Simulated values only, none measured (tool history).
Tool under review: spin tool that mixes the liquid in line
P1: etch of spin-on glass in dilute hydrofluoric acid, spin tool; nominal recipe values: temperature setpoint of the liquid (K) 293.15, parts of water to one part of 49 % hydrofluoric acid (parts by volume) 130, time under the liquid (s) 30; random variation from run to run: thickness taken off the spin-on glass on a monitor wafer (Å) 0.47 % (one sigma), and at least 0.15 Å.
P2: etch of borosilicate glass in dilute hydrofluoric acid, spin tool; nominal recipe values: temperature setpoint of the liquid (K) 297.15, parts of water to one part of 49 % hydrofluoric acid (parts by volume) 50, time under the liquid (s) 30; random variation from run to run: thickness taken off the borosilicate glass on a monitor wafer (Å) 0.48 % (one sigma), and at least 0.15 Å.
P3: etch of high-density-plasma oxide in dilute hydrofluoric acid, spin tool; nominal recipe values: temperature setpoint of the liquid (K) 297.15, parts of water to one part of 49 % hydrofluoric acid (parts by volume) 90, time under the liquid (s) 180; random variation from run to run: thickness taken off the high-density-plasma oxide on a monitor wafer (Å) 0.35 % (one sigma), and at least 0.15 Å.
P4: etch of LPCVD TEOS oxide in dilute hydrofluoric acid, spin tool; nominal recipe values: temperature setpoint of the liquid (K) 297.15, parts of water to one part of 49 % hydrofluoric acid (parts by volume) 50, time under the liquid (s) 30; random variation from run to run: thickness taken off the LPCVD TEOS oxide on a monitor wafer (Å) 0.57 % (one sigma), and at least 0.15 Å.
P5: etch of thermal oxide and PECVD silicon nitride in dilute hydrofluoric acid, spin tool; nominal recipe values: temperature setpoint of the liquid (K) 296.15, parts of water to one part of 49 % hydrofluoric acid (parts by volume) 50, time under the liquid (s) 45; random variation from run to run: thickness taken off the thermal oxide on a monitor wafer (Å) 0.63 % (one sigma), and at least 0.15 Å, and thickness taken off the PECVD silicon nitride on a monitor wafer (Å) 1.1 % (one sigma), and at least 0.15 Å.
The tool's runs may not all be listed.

run	hour	process that ran	temperature setpoint of the liquid (K)	parts of water to one part of 49 % hydrofluoric acid (parts by volume)	time under the liquid (s)	hours since the thermometer was replaced	hours since the hydrofluoric acid flow meter was replaced	thickness taken off the spin-on glass on a monitor wafer (Å)	thickness taken off the borosilicate glass on a monitor wafer (Å)	thickness taken off the high-density-plasma oxide on a monitor wafer (Å)	thickness taken off the LPCVD TEOS oxide on a monitor wafer (Å)	thickness taken off the thermal oxide on a monitor wafer (Å)	thickness taken off the PECVD silicon nitride on a monitor wafer (Å)
1	4.9	P1	293.15	130	30	557.5	357.4	73.103					
2	12.6	P2	297.15	50	30	565.2	365.1		322.44				
3	20.9	P3	297.15	90	335	573.5	373.4			215.43			
4	25.0	P1	293.15	130	30	577.6	377.5	72.666					
5	33.1	P4	297.15	50	30	585.7	385.6				360.25		
6	40.0	P1	298.65	130	30	592.6	392.5	91.480					
7	43.9	P1	293.15	130	30	596.5	396.4	73.374					
8	51.6	P4	297.15	80	30	604.2	404.1				218.53		
9	57.5	P1	293.15	130	15	610.1	410.0	36.519					
10	62.7	P1	293.15	130	30	615.3	415.2	72.391					
11	70.2	P3	297.15	20	180	622.8	422.7			569.90			
12	74.8	P1	290.15	60	30	627.4	427.3	151.220					
13	80.3	P1	290.15	130	30	632.9	432.8	64.055					
14	84.5	P1	293.15	210	50	637.1	437.0	68.963					
15	89.1	P4	297.15	50	65	641.7	441.6				781.37		
16	94.4	P1	293.15	130	30	647.0	446.9	72.700					
17	100.5	P2	305.65	50	30	653.1	453.0		450.83				
18	106.9	P3	297.15	90	180	659.5	459.4			115.59			
19	114.8	P5	296.15	50	45	667.4	467.3					42.818	22.809
# hour 118.2: hydrofluoric acid flow meter replaced
20	122.4	P3	302.15	90	180	675.0	4.3			140.72			
21	130.8	P5	290.15	50	45	683.4	12.7					33.048	15.024
22	136.6	P2	297.15	50	60	689.2	18.5		640.96				
23	142.8	P1	293.15	130	55	695.4	24.7	132.390					
24	146.6	P1	293.15	195	30	699.2	28.5	45.732					
25	154.5	P4	290.15	50	30	707.1	36.4				270.33		
26	162.8	P5	296.15	50	80	715.4	44.7					74.952	40.949
27	168.9	P5	296.15	25	45	721.5	50.8					87.432	45.895
28	177.0	P1	293.15	70	30	729.6	58.9	144.330					
29	181.1	P5	296.15	50	45	733.7	63.0					42.066	22.878
30	185.2	P2	297.15	75	30	737.8	67.1		208.29				
31	192.8	P1	293.15	130	30	745.4	74.7	72.696					
32	200.8	P1	293.15	130	30	753.4	82.7	71.216					
33	204.6	P1	293.15	130	30	757.2	86.5	70.465					
34	212.7	P1	293.15	130	30	765.3	94.6	69.910					
35	218.6	P1	293.15	130	30	771.2	100.5	69.260					
36	223.6	P1	293.15	130	30	776.2	105.5	68.774					
37	230.0	P1	293.15	130	30	782.6	111.9	68.696					
38	237.6	P1	293.15	130	30	790.2	119.5	68.378					
39	245.3	P1	293.15	130	30	797.9	127.2	67.891					
40	252.3	P1	293.15	130	30	804.9	134.2	68.097					

The output of P1 has drifted from where it used to be. Each of the 2 causes below, taken at the size shown beside it, accounts for the log equally well:
A: hydrofluoric acid flow below the setpoint (%) = 5.69
B: liquid colder than its thermometer reads (K) = 1.65
The drift started at roughly hour 192.8.

Which of the check runs below tells the causes apart, meaning the causes would give it clearly different results? Each run uses 2 wafers whose results are averaged, and each result is shown as a question mark.
check 1	259.3	P2	304.15	50	55				?				
check 2	259.3	P5	290.15	30	45							?	?
check 3	259.3	P3	301.65	90	180					?			
check 4	259.3	P4	293.15	50	40						?		

What each check would give under each cause:
check	result	if A	if B
check 1	thickness taken off the borosilicate glass on a monitor wafer (Å)	730.91	729.99
check 2	thickness taken off the thermal oxide on a monitor wafer (Å)	52.489	51.833
check 2	thickness taken off the PECVD silicon nitride on a monitor wafer (Å)	23.511	22.083
check 3	thickness taken off the high-density-plasma oxide on a monitor wafer (Å)	128.53	128.83
check 4	thickness taken off the LPCVD TEOS oxide on a monitor wafer (Å)	385.98	382.80
How far apart the two closest causes lie, in the result that separates them most: check 1 0.13 %; check 2 6.27 %; check 3 0.24 %; check 4 0.83 %
Only in check 2 would the causes give clearly different results; in the remaining checks their results would be nearly the same.

Here is what check 2 returned: thickness taken off the thermal oxide on a monitor wafer (Å) 51.885; thickness taken off the PECVD silicon nitride on a monitor wafer (Å) 22.424. Which cause is it?

It was cause B: liquid colder than its thermometer reads (K).
